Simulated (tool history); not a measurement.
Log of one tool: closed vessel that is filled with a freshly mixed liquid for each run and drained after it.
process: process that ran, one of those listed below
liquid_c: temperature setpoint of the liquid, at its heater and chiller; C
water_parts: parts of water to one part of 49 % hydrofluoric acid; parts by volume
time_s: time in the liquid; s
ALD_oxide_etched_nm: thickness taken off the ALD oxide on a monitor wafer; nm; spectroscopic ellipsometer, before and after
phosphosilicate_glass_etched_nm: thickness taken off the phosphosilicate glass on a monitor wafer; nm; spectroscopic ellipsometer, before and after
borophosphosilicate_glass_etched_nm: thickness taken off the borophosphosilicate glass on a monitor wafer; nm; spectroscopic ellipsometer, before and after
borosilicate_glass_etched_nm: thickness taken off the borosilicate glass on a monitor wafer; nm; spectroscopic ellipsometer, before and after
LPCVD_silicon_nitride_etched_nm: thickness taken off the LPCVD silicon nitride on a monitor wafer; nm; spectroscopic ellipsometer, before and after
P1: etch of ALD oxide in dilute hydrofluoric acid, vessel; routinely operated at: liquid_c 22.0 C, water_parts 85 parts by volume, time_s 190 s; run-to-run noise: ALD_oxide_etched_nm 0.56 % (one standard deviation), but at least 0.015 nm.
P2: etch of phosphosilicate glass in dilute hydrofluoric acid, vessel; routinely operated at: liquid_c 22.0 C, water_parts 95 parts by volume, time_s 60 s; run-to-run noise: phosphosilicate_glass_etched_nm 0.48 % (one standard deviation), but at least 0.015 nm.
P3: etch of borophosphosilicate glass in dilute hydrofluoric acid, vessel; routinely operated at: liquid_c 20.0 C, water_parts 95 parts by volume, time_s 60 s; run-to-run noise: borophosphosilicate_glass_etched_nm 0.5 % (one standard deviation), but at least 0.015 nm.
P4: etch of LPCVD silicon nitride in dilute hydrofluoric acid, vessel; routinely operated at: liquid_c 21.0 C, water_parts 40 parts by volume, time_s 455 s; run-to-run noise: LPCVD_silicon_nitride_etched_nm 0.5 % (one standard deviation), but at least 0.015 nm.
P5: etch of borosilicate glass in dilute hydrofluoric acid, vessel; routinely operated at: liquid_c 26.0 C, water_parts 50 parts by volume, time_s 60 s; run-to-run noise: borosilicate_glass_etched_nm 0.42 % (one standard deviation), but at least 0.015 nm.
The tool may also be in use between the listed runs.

| run | hour | process | liquid_c | water_parts | time_s | ALD_oxide_etched_nm | phosphosilicate_glass_etched_nm | borophosphosilicate_glass_etched_nm | borosilicate_glass_etched_nm | LPCVD_silicon_nitride_etched_nm |
|---|---|---|---|---|---|---|---|---|---|---|
| 1 | 4.8 | P1 | 22.0 | 85 | 190 | 38.4540 |  |  |  |  |
| 2 | 12.9 | P1 | 22.0 | 85 | 190 | 38.2960 |  |  |  |  |
| 3 | 19.8 | P2 | 17.0 | 95 | 60 |  | 41.208 |  |  |  |
| 4 | 27.0 | P3 | 20.0 | 20 | 60 |  |  | 173.860 |  |  |
| 5 | 32.5 | P5 | 26.0 | 50 | 60 |  |  |  | 34.608 |  |
| 6 | 40.4 | P4 | 21.0 | 40 | 665 |  |  |  |  | 6.4790 |
| 7 | 46.2 | P1 | 22.0 | 40 | 190 | 85.9440 |  |  |  |  |
| 8 | 52.7 | P1 | 17.0 | 85 | 275 | 45.2610 |  |  |  |  |
| 9 | 58.7 | P5 | 34.0 | 50 | 60 |  |  |  | 47.465 |  |
| 10 | 66.6 | P3 | 17.0 | 95 | 60 |  |  | 29.802 |  |  |
| 11 | 72.8 | P3 | 20.0 | 95 | 60 |  |  | 33.606 |  |  |
| 12 | 78.9 | P5 | 26.0 | 50 | 30 |  |  |  | 17.206 |  |
| 13 | 85.9 | P3 | 20.0 | 95 | 60 |  |  | 33.954 |  |  |
| 14 | 90.9 | P4 | 21.0 | 40 | 455 |  |  |  |  | 4.4911 |
| 15 | 99.5 | P2 | 22.0 | 95 | 60 |  | 50.166 |  |  |  |
| 16 | 105.0 | P3 | 20.0 | 95 | 30 |  |  | 16.693 |  |  |
| 17 | 111.1 | P1 | 22.0 | 85 | 35 | 7.0279 |  |  |  |  |
| 18 | 116.5 | P1 | 18.5 | 85 | 190 | 33.2710 |  |  |  |  |
| 19 | 123.2 | P4 | 21.0 | 40 | 455 |  |  |  |  | 4.4467 |
| 20 | 128.4 | P1 | 22.0 | 85 | 190 | 38.6890 |  |  |  |  |
| 21 | 135.6 | P1 | 22.0 | 85 | 190 | 38.6910 |  |  |  |  |
| 22 | 144.2 | P1 | 29.0 | 85 | 190 | 50.8170 |  |  |  |  |
| 23 | 148.1 | P1 | 29.5 | 85 | 330 | 90.1190 |  |  |  |  |
| 24 | 155.7 | P1 | 22.0 | 85 | 190 | 38.8810 |  |  |  |  |
| 25 | 161.9 | P2 | 22.0 | 95 | 105 |  | 88.788 |  |  |  |
| 26 | 165.6 | P5 | 26.0 | 20 | 60 |  |  |  | 89.870 |  |
| 27 | 174.1 | P1 | 22.0 | 85 | 305 | 61.7730 |  |  |  |  |
| 28 | 181.4 | P1 | 22.0 | 130 | 190 | 23.8520 |  |  |  |  |
| 29 | 189.0 | P2 | 22.0 | 95 | 60 |  | 50.888 |  |  |  |
| 30 | 195.4 | P4 | 21.0 | 25 | 455 |  |  |  |  | 7.0203 |
| 31 | 202.6 | P5 | 26.0 | 50 | 60 |  |  |  | 34.424 |  |
| 32 | 210.8 | P2 | 22.0 | 45 | 60 |  | 114.270 |  |  |  |
| 33 | 217.9 | P1 | 22.0 | 85 | 190 | 38.6680 |  |  |  |  |
| 34 | 225.9 | P1 | 27.0 | 85 | 360 | 89.8920 |  |  |  |  |
| 35 | 230.7 | P4 | 28.5 | 40 | 455 |  |  |  |  | 7.3934 |
| 36 | 238.3 | P1 | 22.0 | 85 | 190 | 38.4030 |  |  |  |  |
| 37 | 245.3 | P1 | 22.0 | 85 | 190 | 40.0290 |  |  |  |  |
| 38 | 250.6 | P1 | 22.0 | 85 | 190 | 40.4290 |  |  |  |  |
| 39 | 259.0 | P1 | 22.0 | 85 | 190 | 40.9480 |  |  |  |  |
| 40 | 264.9 | P1 | 22.0 | 85 | 190 | 41.2010 |  |  |  |  |
| 41 | 268.7 | P1 | 22.0 | 85 | 190 | 41.7730 |  |  |  |  |
| 42 | 273.5 | P1 | 22.0 | 85 | 190 | 41.7460 |  |  |  |  |
| 43 | 277.9 | P1 | 22.0 | 85 | 190 | 41.2750 |  |  |  |  |
| 44 | 282.0 | P1 | 22.0 | 85 | 190 | 41.8280 |  |  |  |  |
| 45 | 289.3 | P1 | 22.0 | 85 | 190 | 41.5530 |  |  |  |  |
| 46 | 293.9 | P1 | 22.0 | 85 | 190 | 41.7460 |  |  |  |  |
| 47 | 299.5 | P1 | 22.0 | 85 | 190 | 42.4010 |  |  |  |  |

What P1 gives has crept off from where it sat before. The 2 causes that follow fit the log equally well, each at the size noted:
A: liquid hotter than its thermometer reads (K) = 2.15
B: hydrofluoric acid flow above the setpoint (%) = 8.19
The gradual shift began around hour 238.3.

Question marks stand in for the results of the 4 check runs listed below, each run on one wafer. Under which run would the listed causes show clearly different results?
| check 1 | 305.1 | P4 | 21.0 | 40 | 455 |  |  |  |  | ? |
| check 2 | 305.1 | P5 | 26.0 | 50 | 60 |  |  |  | ? |  |
| check 3 | 305.1 | P3 | 20.0 | 95 | 60 |  |  | ? |  |  |
| check 4 | 305.1 | P2 | 22.0 | 95 | 60 |  | ? |  |  |  |

Check results expected under each cause:
| check | result | if A | if B |
|---|---|---|---|
| check 1 | LPCVD_silicon_nitride_etched_nm | 5.1654 | 4.8094 |
| check 2 | borosilicate_glass_etched_nm | 37.661 | 37.577 |
| check 3 | borophosphosilicate_glass_etched_nm | 36.739 | 36.705 |
| check 4 | phosphosilicate_glass_etched_nm | 55.300 | 55.358 |
Per-check spread between the two closest causes, in the result where they differ most: check 1 7.14 %; check 2 0.22 %; check 3 0.09 %; check 4 0.1 %
Check 1 is the one run that separates the causes; every other check would come out nearly the same whichever cause is at work.

Running check 1 produced the following: LPCVD_silicon_nitride_etched_nm 4.7948 nm. Which one of the listed causes fits?

B is the cause: hydrofluoric acid flow above the setpoint (%).

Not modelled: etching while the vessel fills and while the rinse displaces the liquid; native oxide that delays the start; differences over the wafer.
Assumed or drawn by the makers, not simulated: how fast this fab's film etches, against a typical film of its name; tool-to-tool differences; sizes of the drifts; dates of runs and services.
